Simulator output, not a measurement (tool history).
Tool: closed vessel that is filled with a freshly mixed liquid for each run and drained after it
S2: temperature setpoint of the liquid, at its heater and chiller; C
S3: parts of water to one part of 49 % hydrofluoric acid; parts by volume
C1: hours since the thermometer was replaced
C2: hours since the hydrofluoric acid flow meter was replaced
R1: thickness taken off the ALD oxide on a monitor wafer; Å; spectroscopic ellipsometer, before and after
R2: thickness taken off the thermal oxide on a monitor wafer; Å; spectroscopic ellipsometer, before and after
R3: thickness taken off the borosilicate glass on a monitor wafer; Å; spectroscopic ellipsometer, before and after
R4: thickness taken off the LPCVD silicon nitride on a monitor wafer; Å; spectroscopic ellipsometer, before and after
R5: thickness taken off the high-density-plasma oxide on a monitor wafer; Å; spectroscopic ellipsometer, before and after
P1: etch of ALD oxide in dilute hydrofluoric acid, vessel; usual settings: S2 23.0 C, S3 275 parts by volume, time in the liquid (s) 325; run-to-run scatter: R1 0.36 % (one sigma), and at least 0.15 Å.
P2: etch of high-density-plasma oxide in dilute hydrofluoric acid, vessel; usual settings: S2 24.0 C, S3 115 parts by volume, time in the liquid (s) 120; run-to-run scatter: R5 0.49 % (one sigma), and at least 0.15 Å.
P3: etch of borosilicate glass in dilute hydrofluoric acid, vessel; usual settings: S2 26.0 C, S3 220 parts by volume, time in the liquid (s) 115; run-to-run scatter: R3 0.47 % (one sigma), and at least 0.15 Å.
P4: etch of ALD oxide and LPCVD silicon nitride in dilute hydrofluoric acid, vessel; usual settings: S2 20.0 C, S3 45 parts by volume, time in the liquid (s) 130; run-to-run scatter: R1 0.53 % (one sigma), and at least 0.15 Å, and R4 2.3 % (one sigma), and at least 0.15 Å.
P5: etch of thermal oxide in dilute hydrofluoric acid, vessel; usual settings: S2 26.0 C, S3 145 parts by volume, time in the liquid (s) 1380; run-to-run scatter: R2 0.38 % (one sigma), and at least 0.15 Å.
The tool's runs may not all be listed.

run 1 hour=3.9 | process_that_ran=P1 S2=23.0 S3=275 time_in_the_liquid_(s)=325 | C1=431.9 C2=743.9 | R1=221.300
run 2 hour=8.5 | process_that_ran=P1 S2=23.0 S3=275 time_in_the_liquid_(s)=325 | C1=436.5 C2=748.5 | R1=219.580
run 3 hour=13.7 | process_that_ran=P5 S2=33.0 S3=145 time_in_the_liquid_(s)=1380 | C1=441.7 C2=753.7 | R2=607.62
run 4 hour=17.2 | process_that_ran=P1 S2=23.0 S3=140 time_in_the_liquid_(s)=325 | C1=445.2 C2=757.2 | R1=497.690
run 5 hour=20.1 | process_that_ran=P3 S2=26.0 S3=220 time_in_the_liquid_(s)=225 | C1=448.1 C2=760.1 | R3=401.610
run 6 hour=22.9 | process_that_ran=P1 S2=23.0 S3=275 time_in_the_liquid_(s)=60 | C1=450.9 C2=762.9 | R1=40.723
run 7 hour=25.6 | process_that_ran=P4 S2=20.0 S3=45 time_in_the_liquid_(s)=130 | C1=453.6 C2=765.6 | R1=400.780 R4=10.5070
-- hour=26.1 thermometer replaced
run 8 hour=28.9 | process_that_ran=P3 S2=26.0 S3=400 time_in_the_liquid_(s)=115 | C1=2.8 C2=768.9 | R3=94.189
run 9 hour=31.7 | process_that_ran=P1 S2=19.5 S3=275 time_in_the_liquid_(s)=465 | C1=5.6 C2=771.7 | R1=275.360
run 10 hour=36.9 | process_that_ran=P4 S2=20.0 S3=20 time_in_the_liquid_(s)=130 | C1=10.8 C2=776.9 | R1=923.790 R4=23.0800
run 11 hour=40.3 | process_that_ran=P1 S2=23.0 S3=275 time_in_the_liquid_(s)=325 | C1=14.2 C2=780.3 | R1=220.260
run 12 hour=45.2 | process_that_ran=P1 S2=27.0 S3=275 time_in_the_liquid_(s)=325 | C1=19.1 C2=785.2 | R1=252.860
run 13 hour=50.2 | process_that_ran=P1 S2=23.0 S3=390 time_in_the_liquid_(s)=325 | C1=24.1 C2=790.2 | R1=139.350
run 14 hour=54.1 | process_that_ran=P1 S2=18.5 S3=275 time_in_the_liquid_(s)=325 | C1=28.0 C2=794.1 | R1=185.630
run 15 hour=59.2 | process_that_ran=P1 S2=23.0 S3=130 time_in_the_liquid_(s)=140 | C1=33.1 C2=799.2 | R1=233.430
run 16 hour=64.0 | process_that_ran=P2 S2=24.0 S3=115 time_in_the_liquid_(s)=35 | C1=37.9 C2=804.0 | R5=22.105
run 17 hour=68.1 | process_that_ran=P3 S2=18.0 S3=220 time_in_the_liquid_(s)=115 | C1=42.0 C2=808.1 | R3=153.720
run 18 hour=72.3 | process_that_ran=P4 S2=17.0 S3=45 time_in_the_liquid_(s)=130 | C1=46.2 C2=812.3 | R1=350.150 R4=8.8571
run 19 hour=74.8 | process_that_ran=P1 S2=23.0 S3=275 time_in_the_liquid_(s)=325 | C1=48.7 C2=814.8 | R1=219.690
run 20 hour=79.5 | process_that_ran=P1 S2=23.0 S3=275 time_in_the_liquid_(s)=325 | C1=53.4 C2=819.5 | R1=220.520
run 21 hour=83.9 | process_that_ran=P2 S2=24.0 S3=190 time_in_the_liquid_(s)=120 | C1=57.8 C2=823.9 | R5=42.733
run 22 hour=86.5 | process_that_ran=P2 S2=24.0 S3=115 time_in_the_liquid_(s)=120 | C1=60.4 C2=826.5 | R5=76.674
run 23 hour=91.4 | process_that_ran=P2 S2=24.0 S3=115 time_in_the_liquid_(s)=120 | C1=65.3 C2=831.4 | R5=77.116
run 24 hour=96.4 | process_that_ran=P4 S2=20.0 S3=45 time_in_the_liquid_(s)=50 | C1=70.3 C2=836.4 | R1=152.840 R4=4.0390
run 25 hour=101.3 | process_that_ran=P5 S2=26.0 S3=145 time_in_the_liquid_(s)=1380 | C1=75.2 C2=841.3 | R2=467.48
run 26 hour=106.9 | process_that_ran=P5 S2=26.0 S3=145 time_in_the_liquid_(s)=735 | C1=80.8 C2=846.9 | R2=248.97
run 27 hour=111.8 | process_that_ran=P5 S2=26.0 S3=145 time_in_the_liquid_(s)=1380 | C1=85.7 C2=851.8 | R2=468.36
run 28 hour=114.7 | process_that_ran=P1 S2=23.0 S3=275 time_in_the_liquid_(s)=530 | C1=88.6 C2=854.7 | R1=357.300
run 29 hour=118.2 | process_that_ran=P1 S2=23.0 S3=275 time_in_the_liquid_(s)=325 | C1=92.1 C2=858.2 | R1=220.460
run 30 hour=122.4 | process_that_ran=P3 S2=26.0 S3=220 time_in_the_liquid_(s)=115 | C1=96.3 C2=862.4 | R3=207.260
run 31 hour=127.1 | process_that_ran=P2 S2=32.0 S3=115 time_in_the_liquid_(s)=120 | C1=101.0 C2=867.1 | R5=103.420
run 32 hour=130.5 | process_that_ran=P5 S2=26.0 S3=30 time_in_the_liquid_(s)=1380 | C1=104.4 C2=870.5 | R2=2629.00
run 33 hour=135.8 | process_that_ran=P1 S2=23.0 S3=275 time_in_the_liquid_(s)=325 | C1=109.7 C2=875.8 | R1=218.370
run 34 hour=139.7 | process_that_ran=P1 S2=17.0 S3=275 time_in_the_liquid_(s)=85 | C1=113.6 C2=879.7 | R1=46.368
run 35 hour=144.7 | process_that_ran=P4 S2=20.0 S3=45 time_in_the_liquid_(s)=130 | C1=118.6 C2=884.7 | R1=397.640 R4=10.5990

Run 36 comes next. What will it give?
run 36 hour=147.4 | process_that_ran=P3 S2=26.0 S3=220 time_in_the_liquid_(s)=115 | C1=121.3 C2=887.4 | R3=?

R3: 205.880 Å

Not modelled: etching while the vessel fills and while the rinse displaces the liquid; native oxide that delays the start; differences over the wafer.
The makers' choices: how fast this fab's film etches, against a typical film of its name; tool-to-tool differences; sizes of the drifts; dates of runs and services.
